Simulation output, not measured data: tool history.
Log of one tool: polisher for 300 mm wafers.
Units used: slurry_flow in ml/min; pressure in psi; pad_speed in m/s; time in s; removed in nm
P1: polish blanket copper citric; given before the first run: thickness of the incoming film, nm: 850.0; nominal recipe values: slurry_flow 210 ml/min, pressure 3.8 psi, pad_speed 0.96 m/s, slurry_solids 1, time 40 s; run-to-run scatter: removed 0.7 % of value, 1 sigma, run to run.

{"run": 1, "hour": 14.6, "slurry_flow": 210, "pressure": 3.8, "pad_speed": 0.96, "slurry_solids": 1, "time": 40, "removed": 124.81}
{"run": 2, "hour": 29.1, "slurry_flow": 125, "pressure": 3.8, "pad_speed": 0.96, "slurry_solids": 1, "time": 40, "removed": 115.96}
{"run": 3, "hour": 37.9, "slurry_flow": 210, "pressure": 3.8, "pad_speed": 0.96, "slurry_solids": 1, "time": 40, "removed": 124.34}
{"hour": 43.3, "done": "slurry blender recalibrated"}
{"run": 4, "hour": 52.2, "slurry_flow": 210, "pressure": 3.8, "pad_speed": 0.44, "slurry_solids": 1, "time": 40, "removed": 59.093}
{"run": 5, "hour": 64.0, "slurry_flow": 210, "pressure": 5.1, "pad_speed": 0.96, "slurry_solids": 1, "time": 40, "removed": 169.54}
{"run": 6, "hour": 78.8, "slurry_flow": 210, "pressure": 3.8, "pad_speed": 0.96, "slurry_solids": 1, "time": 18, "removed": 56.233}
{"run": 7, "hour": 91.5, "slurry_flow": 210, "pressure": 3.8, "pad_speed": 0.96, "slurry_solids": 1, "time": 40, "removed": 126.27}
{"run": 8, "hour": 103.5, "slurry_flow": 210, "pressure": 3.8, "pad_speed": 0.96, "slurry_solids": 0.6, "time": 40, "removed": 111.88}
{"run": 9, "hour": 115.5, "slurry_flow": 140, "pressure": 3.8, "pad_speed": 1.28, "slurry_solids": 1, "time": 40, "removed": 157.44}
{"run": 10, "hour": 128.5, "slurry_flow": 210, "pressure": 3.8, "pad_speed": 0.96, "slurry_solids": 1.45, "time": 40, "removed": 134.13}
{"run": 11, "hour": 138.6, "slurry_flow": 210, "pressure": 3.8, "pad_speed": 0.96, "slurry_solids": 1, "time": 40, "removed": 124.23}
{"run": 12, "hour": 148.5, "slurry_flow": 310, "pressure": 3.8, "pad_speed": 0.96, "slurry_solids": 1, "time": 40, "removed": 129.92}
{"run": 13, "hour": 160.4, "slurry_flow": 210, "pressure": 3.8, "pad_speed": 0.96, "slurry_solids": 1, "time": 40, "removed": 124.92}
{"run": 14, "hour": 173.0, "slurry_flow": 210, "pressure": 3.8, "pad_speed": 0.96, "slurry_solids": 1, "time": 40, "removed": 124.39}
{"run": 15, "hour": 182.7, "slurry_flow": 210, "pressure": 3.8, "pad_speed": 0.96, "slurry_solids": 1, "time": 62, "removed": 194.23}
{"run": 16, "hour": 190.3, "slurry_flow": 210, "pressure": 3.8, "pad_speed": 1.48, "slurry_solids": 1, "time": 40, "removed": 194.71}
{"run": 17, "hour": 202.4, "slurry_flow": 210, "pressure": 2.8, "pad_speed": 0.96, "slurry_solids": 1, "time": 40, "removed": 93.897}
{"run": 18, "hour": 216.1, "slurry_flow": 210, "pressure": 3.8, "pad_speed": 0.96, "slurry_solids": 1, "time": 40, "removed": 125.95}
{"run": 19, "hour": 223.8, "slurry_flow": 210, "pressure": 3.8, "pad_speed": 0.96, "slurry_solids": 1, "time": 40, "removed": 121.77}
{"run": 20, "hour": 236.8, "slurry_flow": 210, "pressure": 3.8, "pad_speed": 0.96, "slurry_solids": 1, "time": 40, "removed": 119.27}
{"hour": 242.4, "done": "slurry blender recalibrated"}
{"run": 21, "hour": 251.2, "slurry_flow": 210, "pressure": 3.8, "pad_speed": 0.96, "slurry_solids": 1, "time": 40, "removed": 117.79}
{"hour": 257.1, "done": "head pressure recalibrated"}
{"run": 22, "hour": 257.8, "slurry_flow": 210, "pressure": 3.8, "pad_speed": 0.96, "slurry_solids": 1, "time": 40, "removed": 118.33}
{"run": 23, "hour": 267.9, "slurry_flow": 210, "pressure": 3.8, "pad_speed": 0.96, "slurry_solids": 1, "time": 40, "removed": 116.85}
{"run": 24, "hour": 281.6, "slurry_flow": 210, "pressure": 3.8, "pad_speed": 0.96, "slurry_solids": 1, "time": 40, "removed": 116.15}
{"run": 25, "hour": 288.5, "slurry_flow": 210, "pressure": 3.8, "pad_speed": 0.96, "slurry_solids": 1, "time": 40, "removed": 117.81}

The log shows P1 creeping away from where it was. Any of the 2 causes listed here, at the size stated for it, fits the log just as well as the others:
A: removal rate lost through wear of the pad, % = 7.01
B: slurry flow missing at the pad, % = 36.9
The drift started at roughly hour 216.1.
The rest of the possible causes, and what rules out each one:
head's pressure below its setpoint, %: serviced at hour 257.1, after the drift had started, without restoring the earlier output
abrasive missing from the slurry, %: serviced at hour 242.4, after the drift had started, without restoring the earlier output

4 check runs are offered, each on 2 wafers whose results are averaged, their results left as question marks. Which one tells the causes apart?
{"run": "check 1", "hour": 295.4, "slurry_flow": 210, "pressure": 3.8, "pad_speed": 0.96, "slurry_solids": 1.45, "time": 60, "removed": "?"}
{"run": "check 2", "hour": 295.4, "slurry_flow": 210, "pressure": 3.8, "pad_speed": 0.52, "slurry_solids": 1, "time": 20, "removed": "?"}
{"run": "check 3", "hour": 295.4, "slurry_flow": 210, "pressure": 3.8, "pad_speed": 0.44, "slurry_solids": 0.75, "time": 40, "removed": "?"}
{"run": "check 4", "hour": 295.4, "slurry_flow": 135, "pressure": 3.8, "pad_speed": 0.58, "slurry_solids": 1, "time": 40, "removed": "?"}

If the cause were each of the candidates in turn, the checks would give the following:
check=check_1 result=removed if_A=189.96 if_B=190
check=check_2 result=removed if_A=32.15 if_B=32.156
check=check_3 result=removed if_A=51.545 if_B=51.555
check=check_4 result=removed if_A=66.692 if_B=64.361
Smallest distance between any two causes, each pair judged by its most separating result, in per cent: check 1 0.02 %; check 2 0.02 %; check 3 0.02 %; check 4 3.56 %
The causes can be told apart only by check 4. The other checks would give nearly the same results under each of them.

Running check 4 produced the following: removed 66.755 nm. Which one of the listed causes fits?

Of the candidate causes, it is A: removal rate lost through wear of the pad, %.
